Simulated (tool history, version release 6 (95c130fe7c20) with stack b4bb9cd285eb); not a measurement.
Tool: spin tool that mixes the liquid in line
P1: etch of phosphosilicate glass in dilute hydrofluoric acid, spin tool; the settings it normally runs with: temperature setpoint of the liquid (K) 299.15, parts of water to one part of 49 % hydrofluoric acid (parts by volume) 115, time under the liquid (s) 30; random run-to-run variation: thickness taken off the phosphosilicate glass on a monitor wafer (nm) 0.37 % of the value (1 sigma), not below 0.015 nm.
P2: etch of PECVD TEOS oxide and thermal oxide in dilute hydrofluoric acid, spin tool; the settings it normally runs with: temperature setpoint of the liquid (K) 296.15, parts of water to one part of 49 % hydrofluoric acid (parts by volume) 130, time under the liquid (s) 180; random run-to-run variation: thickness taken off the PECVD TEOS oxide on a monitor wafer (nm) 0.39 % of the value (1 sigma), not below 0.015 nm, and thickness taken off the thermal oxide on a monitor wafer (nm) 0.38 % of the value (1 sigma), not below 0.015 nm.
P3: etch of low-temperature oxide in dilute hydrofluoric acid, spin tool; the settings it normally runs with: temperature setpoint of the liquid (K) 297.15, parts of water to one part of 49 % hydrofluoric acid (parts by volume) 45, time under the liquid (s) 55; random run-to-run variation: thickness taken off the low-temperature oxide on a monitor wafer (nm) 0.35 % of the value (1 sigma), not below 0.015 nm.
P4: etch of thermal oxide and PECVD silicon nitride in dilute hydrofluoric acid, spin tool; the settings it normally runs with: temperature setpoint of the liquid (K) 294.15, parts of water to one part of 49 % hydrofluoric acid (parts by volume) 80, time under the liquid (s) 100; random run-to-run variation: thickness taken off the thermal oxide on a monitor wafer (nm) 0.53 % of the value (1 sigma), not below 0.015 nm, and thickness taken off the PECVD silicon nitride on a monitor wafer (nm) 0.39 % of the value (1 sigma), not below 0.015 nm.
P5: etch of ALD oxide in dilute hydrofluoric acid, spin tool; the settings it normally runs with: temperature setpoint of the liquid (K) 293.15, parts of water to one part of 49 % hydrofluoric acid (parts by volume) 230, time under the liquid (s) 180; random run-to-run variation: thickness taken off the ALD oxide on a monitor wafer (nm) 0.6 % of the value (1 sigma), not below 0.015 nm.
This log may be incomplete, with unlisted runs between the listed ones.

run	hour	process that ran	temperature setpoint of the liquid (K)	parts of water to one part of 49 % hydrofluoric acid (parts by volume)	time under the liquid (s)	hours since the thermometer was replaced	hours since the hydrofluoric acid flow meter was replaced	thickness taken off the phosphosilicate glass on a monitor wafer (nm)	thickness taken off the thermal oxide on a monitor wafer (nm)	thickness taken off the PECVD silicon nitride on a monitor wafer (nm)	thickness taken off the PECVD TEOS oxide on a monitor wafer (nm)	thickness taken off the ALD oxide on a monitor wafer (nm)	thickness taken off the low-temperature oxide on a monitor wafer (nm)
1	7.2	P1	299.15	115	30	1618.1	1258	34.986					
2	12.3	P1	299.15	180	30	1623.2	1263.1	20.789					
3	18.9	P4	294.15	80	100	1629.8	1269.7		5.5066	5.6421			
4	23.7	P4	302.15	80	100	1634.6	1274.5		7.6124	9.5822			
5	29.7	P1	299.15	115	30	1640.6	1280.5	35.049					
6	34.8	P2	290.15	130	180	1645.7	1285.6		4.9158		10.87		
7	40.6	P5	298.65	230	180	1651.5	1291.4					6.8536	
8	49.8	P1	299.15	115	30	1660.7	1300.6	35.136					
9	58.5	P5	293.15	135	180	1669.4	1309.3					10.457	
# hour 58.9: hydrofluoric acid flow meter replaced
10	63.4	P3	297.15	45	80	1674.3	4.6						19.596
11	71.4	P1	299.15	115	30	1682.3	12.6	35.029					
12	77.2	P1	299.15	115	30	1688.1	18.4	35.148					
13	87.1	P1	292.65	115	15	1698	28.3	13.614					
14	94.2	P2	296.15	190	180	1705.1	35.4		3.9941		8.9205		
15	99.6	P4	294.15	115	100	1710.5	40.8		3.6403	3.994			
16	104.3	P3	297.15	45	55	1715.2	45.5						13.518
17	110.2	P2	296.15	130	180	1721.1	51.4		6.1758		13.866		
18	117	P2	296.15	130	70	1727.9	58.2		2.3655		5.4134		
19	122.4	P1	299.15	30	30	1733.3	63.6	150.89					
20	131.4	P3	293.15	45	55	1742.3	72.6						11.333
21	135.8	P5	293.15	230	180	1746.7	77					5.622	
22	140.7	P4	294.15	80	100	1751.6	81.9		5.4956	5.6875			
23	149.1	P2	296.15	130	180	1760	90.3		6.1867		13.87		
24	156.1	P3	297.15	70	55	1767	97.3						8.36
25	164.8	P4	294.15	80	45	1775.7	106		2.4671	2.5652			
26	172.4	P5	293.15	230	180	1783.3	113.6					5.6212	
27	179.2	P5	293.15	230	355	1790.1	120.4					11.04	
28	188.7	P1	291.15	115	30	1799.6	129.9	25.284					
29	194.1	P1	299.15	115	55	1805	135.3	64.864					
30	199.5	P1	304.65	115	30	1810.4	140.7	43.116					
31	207	P1	299.15	115	30	1817.9	148.2	35.161					
32	214.6	P1	299.15	115	15	1825.5	155.8	17.57					
33	220.5	P1	299.15	115	30	1831.4	161.7	35.049					
34	229.4	P1	299.15	115	30	1840.3	170.6	36.363					
35	236.3	P1	299.15	115	30	1847.2	177.5	36.965					
36	241	P1	299.15	115	30	1851.9	182.2	37.06					
37	250.2	P1	299.15	115	30	1861.1	191.4	37.093					
38	258.1	P1	299.15	115	30	1869	199.3	37.081					
39	262.5	P1	299.15	115	30	1873.4	203.7	37.328					

Compared with where it was, what P1 gives has crept away. Each cause listed below fits the log as well as the rest, at the size given for it:
A: hydrofluoric acid flow above the setpoint (%) = 5.45
B: liquid hotter than its thermometer reads (K) = 1.59
Onset of the creep was near hour 220.5.

4 check runs are offered, one wafer each, their results left as question marks. Which one tells the causes apart?
check 1	266.9	P5	293.15	230	180							?	
check 2	266.9	P3	297.15	45	55								?
check 3	266.9	P4	294.15	80	100				?	?			
check 4	266.9	P2	296.15	130	180				?		?		

Check results expected under each cause:
check	result	if A	if B
check 1	thickness taken off the ALD oxide on a monitor wafer (nm)	5.9768	5.949
check 2	thickness taken off the low-temperature oxide on a monitor wafer (nm)	14.261	14.39
check 3	thickness taken off the thermal oxide on a monitor wafer (nm)	5.8278	5.8703
check 3	thickness taken off the PECVD silicon nitride on a monitor wafer (nm)	5.9777	6.3203
check 4	thickness taken off the thermal oxide on a monitor wafer (nm)	6.6062	6.6124
check 4	thickness taken off the PECVD TEOS oxide on a monitor wafer (nm)	14.73	14.743
Smallest distance between any two causes, each pair judged by its most separating result, in per cent: check 1 0.47 %; check 2 0.9 %; check 3 5.57 %; check 4 0.09 %
Only in check 3 would the causes give clearly different results; in the remaining checks their results would be nearly the same.

Running check 3 produced the following: thickness taken off the thermal oxide on a monitor wafer (nm) 5.8738; thickness taken off the PECVD silicon nitride on a monitor wafer (nm) 6.3352. Which one of the listed causes fits?

The cause is B: liquid hotter than its thermometer reads (K).
